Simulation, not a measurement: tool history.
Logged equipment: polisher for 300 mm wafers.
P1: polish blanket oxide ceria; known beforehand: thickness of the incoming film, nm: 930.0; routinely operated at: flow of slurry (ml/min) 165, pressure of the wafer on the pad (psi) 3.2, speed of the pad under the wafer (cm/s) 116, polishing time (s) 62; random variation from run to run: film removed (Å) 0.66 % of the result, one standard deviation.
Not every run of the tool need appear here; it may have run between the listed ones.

run	hour	flow of slurry (ml/min)	pressure of the wafer on the pad (psi)	speed of the pad under the wafer (cm/s)	polishing time (s)	wafers polished on this pad	hours since the slurry nozzle was cleaned	hours since the head pressure was calibrated	film removed (Å)
1	2.4	165	3.2	116	62	416	251.5	43.1	3259.6
2	5.4	165	1.6	116	62	438	254.5	46.1	1637.9
3	8.1	115	3.2	116	62	458	257.2	48.8	3082
4	11	165	3.2	164	62	479	260.1	51.7	4656.6
5	14.1	250	3.2	116	62	502	263.2	54.8	3513
6	18.5	165	3.2	52	62	535	267.6	59.2	1468.4
7	23.1	165	3.2	116	79	569	272.2	63.8	4156.8
8	27	100	3.2	116	76	597	276.1	67.7	3647.9
9	31.1	165	3.2	116	62	628	280.2	71.8	3281.8
10	34.1	165	3.2	116	62	650	283.2	74.8	3283.8
11	36.7	215	3.2	166	62	669	285.8	77.4	4849.8
12	39	165	3.2	146	94	686	288.1	79.7	6213.9
13	42.2	165	3.2	116	62	710	291.3	82.9	3300
14	46.7	165	3.2	116	28	743	295.8	87.4	1478.1
15	50	165	3.2	116	62	767	299.1	90.7	3299.1
16	54.3	165	5	116	62	799	303.4	95	5151.7
17	58.5	165	3.2	116	62	830	307.6	99.2	3282.3
18	62	165	3.2	116	62	856	311.1	102.7	3279.8
19	64.7	165	3.2	116	62	875	313.8	105.4	3191.8
20	68.9	165	3.2	116	62	906	318	109.6	3089.2
21	71.2	165	3.2	116	62	923	320.3	111.9	3068.7
22	74.8	165	3.2	116	62	950	323.9	115.5	2997.6
23	78.7	165	3.2	116	62	979	327.8	119.4	3015.4
24	82.3	165	3.2	116	62	1005	331.4	123	3019.8
25	84.8	165	3.2	116	62	1024	333.9	125.5	2997.8
# hour 85.5: head pressure recalibrated
26	89.1	165	3.2	116	62	1055	338.2	3.7	2953
27	92.7	165	3.2	116	62	1082	341.8	7.3	2997
28	95.2	165	3.2	116	62	1100	344.3	9.8	2996.9

Something has made what P1 gives creep away from where it was; the 2 causes below, each at its own stated size, fit the log equally well:
A: slurry flow missing at the pad, % = 39.3
B: removal rate lost through wear of the pad, % = 9.47
The gradual shift began around hour 62.
Other possible causes, and why each is ruled out:
head's pressure below its setpoint, %: its service at hour 85.5 followed the start of the drift and did not put the process back to its old value

Which of the 4 check runs listed below, each an average over 3 wafers with its results shown as question marks, gives clearly different results under the different listed causes?
check 1	97.7	165	4.9	70	62				?
check 2	97.7	240	3.2	116	32				?
check 3	97.7	165	1.6	140	62				?
check 4	97.7	165	2.4	116	48				?

Outcome of each check run for each possible cause:
check	result	if A	if B
check 1	film removed (Å)	2742.7	2742.4
check 2	film removed (Å)	1657.3	1609.7
check 3	film removed (Å)	1791.2	1790.9
check 4	film removed (Å)	1723.5	1723.3
How far apart the two closest causes lie, in the result that separates them most: check 1 0.01 %; check 2 2.92 %; check 3 0.01 %; check 4 0.01 %
Only check 2 tells the causes apart: in the others they would give nearly the same result.

Running check 2 produced the following: film removed (Å) 1614.6. Which one of the listed causes fits?

It is B: removal rate lost through wear of the pad, %.
